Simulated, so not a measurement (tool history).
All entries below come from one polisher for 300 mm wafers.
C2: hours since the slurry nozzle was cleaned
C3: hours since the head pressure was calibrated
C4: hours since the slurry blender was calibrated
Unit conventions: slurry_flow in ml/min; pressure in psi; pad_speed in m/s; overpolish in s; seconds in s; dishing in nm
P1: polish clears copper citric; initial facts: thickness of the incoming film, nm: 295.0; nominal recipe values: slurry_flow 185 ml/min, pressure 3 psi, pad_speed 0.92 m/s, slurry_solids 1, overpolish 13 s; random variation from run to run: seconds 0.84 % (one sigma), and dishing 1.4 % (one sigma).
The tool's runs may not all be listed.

run 1 hour=8.4 | slurry_flow=185 pressure=3 pad_speed=0.92 slurry_solids=1 overpolish=13 | wafers_polished_on_this_pad=332 C2=83.7 C3=675.4 C4=30.5 | seconds=166.01 dishing=16.815
run 2 hour=16.4 | slurry_flow=185 pressure=3 pad_speed=0.92 slurry_solids=1 overpolish=13 | wafers_polished_on_this_pad=378 C2=91.7 C3=683.4 C4=38.5 | seconds=171.08 dishing=16.781
-- hour=19.8 slurry nozzle cleaned
run 3 hour=32.2 | slurry_flow=185 pressure=3 pad_speed=0.92 slurry_solids=0.6 overpolish=13 | wafers_polished_on_this_pad=469 C2=12.5 C3=699.2 C4=54.3 | seconds=187.39 dishing=15.064
run 4 hour=45.5 | slurry_flow=185 pressure=3.7 pad_speed=0.92 slurry_solids=1 overpolish=13 | wafers_polished_on_this_pad=545 C2=25.8 C3=712.5 C4=67.6 | seconds=137.48 dishing=20.455
run 5 hour=58.1 | slurry_flow=185 pressure=1.4 pad_speed=0.92 slurry_solids=1 overpolish=13 | wafers_polished_on_this_pad=617 C2=38.4 C3=725.1 C4=80.2 | seconds=350.64 dishing=8.1568
run 6 hour=65.6 | slurry_flow=110 pressure=3 pad_speed=0.92 slurry_solids=1 overpolish=13 | wafers_polished_on_this_pad=660 C2=45.9 C3=732.6 C4=87.7 | seconds=186.71 dishing=15.02
run 7 hour=74.9 | slurry_flow=185 pressure=3 pad_speed=0.92 slurry_solids=1.35 overpolish=13 | wafers_polished_on_this_pad=713 C2=55.2 C3=741.9 C4=97 | seconds=158.48 dishing=17.671
run 8 hour=84.5 | slurry_flow=265 pressure=3 pad_speed=0.92 slurry_solids=1 overpolish=13 | wafers_polished_on_this_pad=768 C2=64.8 C3=751.5 C4=106.6 | seconds=161.11 dishing=17.548
run 9 hour=98.3 | slurry_flow=185 pressure=3 pad_speed=0.92 slurry_solids=1.45 overpolish=5 | wafers_polished_on_this_pad=847 C2=78.6 C3=765.3 C4=120.4 | seconds=156.23 dishing=7.3466
run 10 hour=113.4 | slurry_flow=185 pressure=3 pad_speed=0.92 slurry_solids=1 overpolish=13 | wafers_polished_on_this_pad=934 C2=93.7 C3=780.4 C4=135.5 | seconds=169.52 dishing=16.659
run 11 hour=123.5 | slurry_flow=185 pressure=3 pad_speed=0.92 slurry_solids=1 overpolish=4 | wafers_polished_on_this_pad=992 C2=103.8 C3=790.5 C4=145.6 | seconds=167.98 dishing=5.2688
run 12 hour=133.2 | slurry_flow=185 pressure=3 pad_speed=0.92 slurry_solids=1 overpolish=13 | wafers_polished_on_this_pad=1047 C2=113.5 C3=800.2 C4=155.3 | seconds=168.21 dishing=16.616
-- hour=137.7 slurry blender recalibrated
run 13 hour=140.8 | slurry_flow=185 pressure=3 pad_speed=1.4 slurry_solids=1 overpolish=13 | wafers_polished_on_this_pad=1091 C2=121.1 C3=807.8 C4=3.1 | seconds=112.11 dishing=24.857
run 14 hour=151.7 | slurry_flow=185 pressure=3 pad_speed=0.92 slurry_solids=1 overpolish=21 | wafers_polished_on_this_pad=1153 C2=132 C3=818.7 C4=14 | seconds=165.85 dishing=26.547
run 15 hour=159.9 | slurry_flow=185 pressure=3 pad_speed=0.92 slurry_solids=1 overpolish=13 | wafers_polished_on_this_pad=1200 C2=140.2 C3=826.9 C4=22.2 | seconds=167.71 dishing=16.364
run 16 hour=170.9 | slurry_flow=185 pressure=3 pad_speed=0.5 slurry_solids=1 overpolish=13 | wafers_polished_on_this_pad=1263 C2=151.2 C3=837.9 C4=33.2 | seconds=297.87 dishing=9.529
run 17 hour=185 | slurry_flow=185 pressure=3 pad_speed=0.92 slurry_solids=1 overpolish=13 | wafers_polished_on_this_pad=1344 C2=165.3 C3=852 C4=47.3 | seconds=167.91 dishing=16.806
run 18 hour=195.5 | slurry_flow=185 pressure=3 pad_speed=0.92 slurry_solids=1 overpolish=13 | wafers_polished_on_this_pad=1404 C2=175.8 C3=862.5 C4=57.8 | seconds=174.36 dishing=16.368
run 19 hour=207.2 | slurry_flow=185 pressure=3 pad_speed=0.92 slurry_solids=1 overpolish=13 | wafers_polished_on_this_pad=1471 C2=187.5 C3=874.2 C4=69.5 | seconds=175.83 dishing=16.556
run 20 hour=214.6 | slurry_flow=185 pressure=3 pad_speed=0.92 slurry_solids=1 overpolish=13 | wafers_polished_on_this_pad=1513 C2=194.9 C3=881.6 C4=76.9 | seconds=176.76 dishing=15.797
run 21 hour=226.2 | slurry_flow=185 pressure=3 pad_speed=0.92 slurry_solids=1 overpolish=13 | wafers_polished_on_this_pad=1580 C2=206.5 C3=893.2 C4=88.5 | seconds=178.08 dishing=16.152
run 22 hour=234.2 | slurry_flow=185 pressure=3 pad_speed=0.92 slurry_solids=1 overpolish=13 | wafers_polished_on_this_pad=1626 C2=214.5 C3=901.2 C4=96.5 | seconds=181.22 dishing=15.789
run 23 hour=245.7 | slurry_flow=185 pressure=3 pad_speed=0.92 slurry_solids=1 overpolish=13 | wafers_polished_on_this_pad=1692 C2=226 C3=912.7 C4=108 | seconds=179.9 dishing=15.72
run 24 hour=254.2 | slurry_flow=185 pressure=3 pad_speed=0.92 slurry_solids=1 overpolish=13 | wafers_polished_on_this_pad=1740 C2=234.5 C3=921.2 C4=116.5 | seconds=181.43 dishing=15.705
-- hour=265.4 head pressure recalibrated
run 25 hour=266.7 | slurry_flow=185 pressure=3 pad_speed=0.92 slurry_solids=1 overpolish=13 | wafers_polished_on_this_pad=1812 C2=247 C3=1.4 C4=129 | seconds=182.02 dishing=15.368
-- hour=270.4 worn pad replaced by a new one
run 26 hour=281.1 | slurry_flow=185 pressure=3 pad_speed=0.92 slurry_solids=1 overpolish=13 | wafers_polished_on_this_pad=61 C2=261.4 C3=15.8 C4=143.4 | seconds=181.04 dishing=15.567
run 27 hour=290.4 | slurry_flow=185 pressure=3 pad_speed=0.92 slurry_solids=1 overpolish=13 | wafers_polished_on_this_pad=114 C2=270.7 C3=25.1 C4=152.7 | seconds=182.01 dishing=15.49
run 28 hour=302.3 | slurry_flow=185 pressure=3 pad_speed=0.92 slurry_solids=1 overpolish=13 | wafers_polished_on_this_pad=182 C2=282.6 C3=37 C4=164.6 | seconds=184.48 dishing=15.382

What P1 gives has crept away from where it was. These 2 causes fit the log equally well, each at the size given:
A: abrasive missing from the slurry, % = 32.7
B: slurry flow missing at the pad, % = 37.2
The onset of the drift is placed at about hour 185.
Other possible causes, and why each is ruled out:
removal rate lost through wear of the pad, %: serviced at hour 270.4, after the drift had started, without restoring the earlier output
head's pressure below its setpoint, %: serviced at hour 265.4, after the drift had started, without restoring the earlier output

You are offered 4 check runs, listed below with question marks in place of their results; each one averages 3 wafers. Which run separates the listed causes by giving clearly different results for each?
run check 1 hour=314.2 | slurry_flow=185 pressure=2.3 pad_speed=0.54 slurry_solids=1 overpolish=13 | seconds=? dishing=?
run check 2 hour=314.2 | slurry_flow=185 pressure=1.8 pad_speed=0.92 slurry_solids=0.65 overpolish=13 | seconds=? dishing=?
run check 3 hour=314.2 | slurry_flow=185 pressure=3 pad_speed=1.4 slurry_solids=0.8 overpolish=13 | seconds=? dishing=?
run check 4 hour=314.2 | slurry_flow=125 pressure=3 pad_speed=0.92 slurry_solids=1 overpolish=13 | seconds=? dishing=?

Check results expected under each cause:
check=check_1 result=seconds if_A=393.92 if_B=393.95
check=check_1 result=dishing if_A=7.4093 if_B=7.4087
check=check_2 result=seconds if_A=326.36 if_B=327.86
check=check_2 result=dishing if_A=8.8593 if_B=8.8203
check=check_3 result=seconds if_A=126.85 if_B=127.16
check=check_3 result=dishing if_A=21.833 if_B=21.785
check=check_4 result=seconds if_A=195.67 if_B=202.65
check=check_4 result=dishing if_A=14.56 if_B=14.083
Smallest distance between any two causes, each pair judged by its most separating result, in per cent: check 1 0.01 %; check 2 0.46 %; check 3 0.24 %; check 4 3.5 %
Check 4 distinguishes between the causes, while the remaining checks would return nearly the same result for all of them.

The results of check 4 are: seconds 194.71 s; dishing 14.497 nm. Based on these, which of the listed causes is it?

It was cause A: abrasive missing from the slurry, %.
